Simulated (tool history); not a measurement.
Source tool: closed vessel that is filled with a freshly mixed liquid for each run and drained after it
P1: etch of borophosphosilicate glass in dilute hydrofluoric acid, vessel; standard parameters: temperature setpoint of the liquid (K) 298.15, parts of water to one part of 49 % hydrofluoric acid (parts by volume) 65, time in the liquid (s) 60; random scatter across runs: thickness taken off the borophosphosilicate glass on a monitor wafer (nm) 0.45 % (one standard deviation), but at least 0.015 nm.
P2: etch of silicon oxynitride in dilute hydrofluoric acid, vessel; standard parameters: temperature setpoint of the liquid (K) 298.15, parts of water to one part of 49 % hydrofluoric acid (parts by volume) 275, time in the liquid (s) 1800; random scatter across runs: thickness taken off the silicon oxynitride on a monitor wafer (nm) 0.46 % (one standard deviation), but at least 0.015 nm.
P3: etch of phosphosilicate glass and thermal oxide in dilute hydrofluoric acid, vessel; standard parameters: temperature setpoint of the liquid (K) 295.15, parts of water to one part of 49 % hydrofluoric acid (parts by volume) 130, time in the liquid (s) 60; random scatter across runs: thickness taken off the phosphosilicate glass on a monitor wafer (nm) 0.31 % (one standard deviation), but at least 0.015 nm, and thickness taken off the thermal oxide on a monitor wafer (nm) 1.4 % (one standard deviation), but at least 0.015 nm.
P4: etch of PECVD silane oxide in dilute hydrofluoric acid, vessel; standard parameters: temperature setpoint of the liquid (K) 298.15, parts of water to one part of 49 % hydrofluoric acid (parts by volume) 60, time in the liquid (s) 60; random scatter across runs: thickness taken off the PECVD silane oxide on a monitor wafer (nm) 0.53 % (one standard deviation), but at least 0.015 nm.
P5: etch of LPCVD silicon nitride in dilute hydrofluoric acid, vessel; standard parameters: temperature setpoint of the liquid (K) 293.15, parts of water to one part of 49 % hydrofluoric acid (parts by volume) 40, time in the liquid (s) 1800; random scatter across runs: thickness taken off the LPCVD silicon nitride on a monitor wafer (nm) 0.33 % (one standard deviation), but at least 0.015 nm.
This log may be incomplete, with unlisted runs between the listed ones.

run   hour  process that ran  temperature setpoint of the liquid (K)  parts of water to one part of 49 % hydrofluoric acid (parts by volume)  time in the liquid (s)  thickness taken off the borophosphosilicate glass on a monitor wafer (nm)  thickness taken off the PECVD silane oxide on a monitor wafer (nm)  thickness taken off the silicon oxynitride on a monitor wafer (nm)  thickness taken off the phosphosilicate glass on a monitor wafer (nm)  thickness taken off the thermal oxide on a monitor wafer (nm)  thickness taken off the LPCVD silicon nitride on a monitor wafer (nm)
  1      4                P1                                  298.15                                                                      65                      60                                                                     45.466
  2     10                P1                                  298.15                                                                      65                      30                                                                     22.798
  3   14.5                P4                                  298.15                                                                      60                      30                                                                                                                                          16.39
  4   19.9                P1                                  298.15                                                                      65                      60                                                                     45.577
  5     25                P4                                  298.15                                                                      60                      60                                                                                                                                         32.508
  6   32.9                P1                                  298.15                                                                      85                      30                                                                     17.006
  7   40.1                P1                                  305.15                                                                      65                      60                                                                     59.893
  8   46.9                P2                                  298.15                                                                     275                    3580                                                                                                                                                                                                             17.893
  9     52                P3                                  295.15                                                                     130                      30                                                                                                                                                                                                                                                                                    22.714                                                        0.97236
 10   58.9                P2                                  298.15                                                                      90                    1800                                                                                                                                                                                                             32.097
 11   62.6                P3                                  295.15                                                                     130                      60                                                                                                                                                                                                                                                                                    45.217                                                         1.9568
 12   69.4                P1                                  298.15                                                                     105                      60                                                                     26.802
 13     77                P1                                  298.15                                                                      65                      60                                                                     45.375
 14     83                P5                                  293.15                                                                      40                    1800                                                                                                                                                                                                                                                                                                                                                                                                                          15.088
 15     90                P1                                  298.15                                                                      65                      60                                                                     45.671
 16   96.9                P5                                  293.15                                                                      65                    1800                                                                                                                                                                                                                                                                                                                                                                                                                          9.3621
 17  104.8                P4                                  298.15                                                                      85                      60                                                                                                                                         22.276
 18  109.1                P3                                  295.15                                                                      30                      60                                                                                                                                                                                                                                                                                    220.14                                                          9.714
 19    115                P1                                  298.15                                                                      65                     100                                                                      76.34
     119.3  -- thermometer replaced
 20  121.9                P5                                  290.15                                                                      40                    1800                                                                                                                                                                                                                                                                                                                                                                                                                          12.197
 21  127.4                P2                                  298.15                                                                     275                    1800                                                                                                                                                                                                             9.0752
 22  132.2                P1                                  298.15                                                                      65                      60                                                                     45.843
 23    140                P1                                  293.65                                                                      65                     100                                                                     63.447
 24  146.8                P5                                  293.15                                                                      40                     105                                                                                                                                                                                                                                                                                                                                                                                                                         0.86415
 25  152.1                P3                                  290.15                                                                     130                      60                                                                                                                                                                                                                                                                                    36.987                                                         1.5699
 26  158.6                P4                                  303.65                                                                      60                      60                                                                                                                                         40.701
 27  165.6                P1                                  298.15                                                                      20                      60                                                                     157.31
 28  173.3                P2                                  298.15                                                                     275                    1800                                                                                                                                                                                                             9.0452
 29  177.5                P5                                  293.15                                                                      40                    1800                                                                                                                                                                                                                                                                                                                                                                                                                          15.062
 30  182.6                P2                                  292.65                                                                     275                    1800                                                                                                                                                                                                             7.1531
 31  187.3                P1                                  298.15                                                                      65                      60                                                                     45.511
 32  192.2                P4                                  298.15                                                                      60                      60                                                                                                                                         32.897
 33  196.6                P1                                  290.15                                                                      65                      60                                                                     32.653
 34  203.9                P1                                  298.15                                                                      65                      60                                                                     45.591
 35  207.7                P1                                  298.15                                                                      65                      60                                                                     46.292
 36  212.7                P1                                  298.15                                                                      65                      60                                                                     47.587
 37  220.6                P1                                  298.15                                                                      65                      60                                                                     48.055
 38  227.9                P1                                  298.15                                                                      65                      60                                                                     48.459

Run 39 is up next; what results do you expect?
 39  234.7                P1                                  298.15                                                                      65                      60                                                                          ?

{"run 39": {"thickness taken off the borophosphosilicate glass on a monitor wafer (nm)": 48.895}}
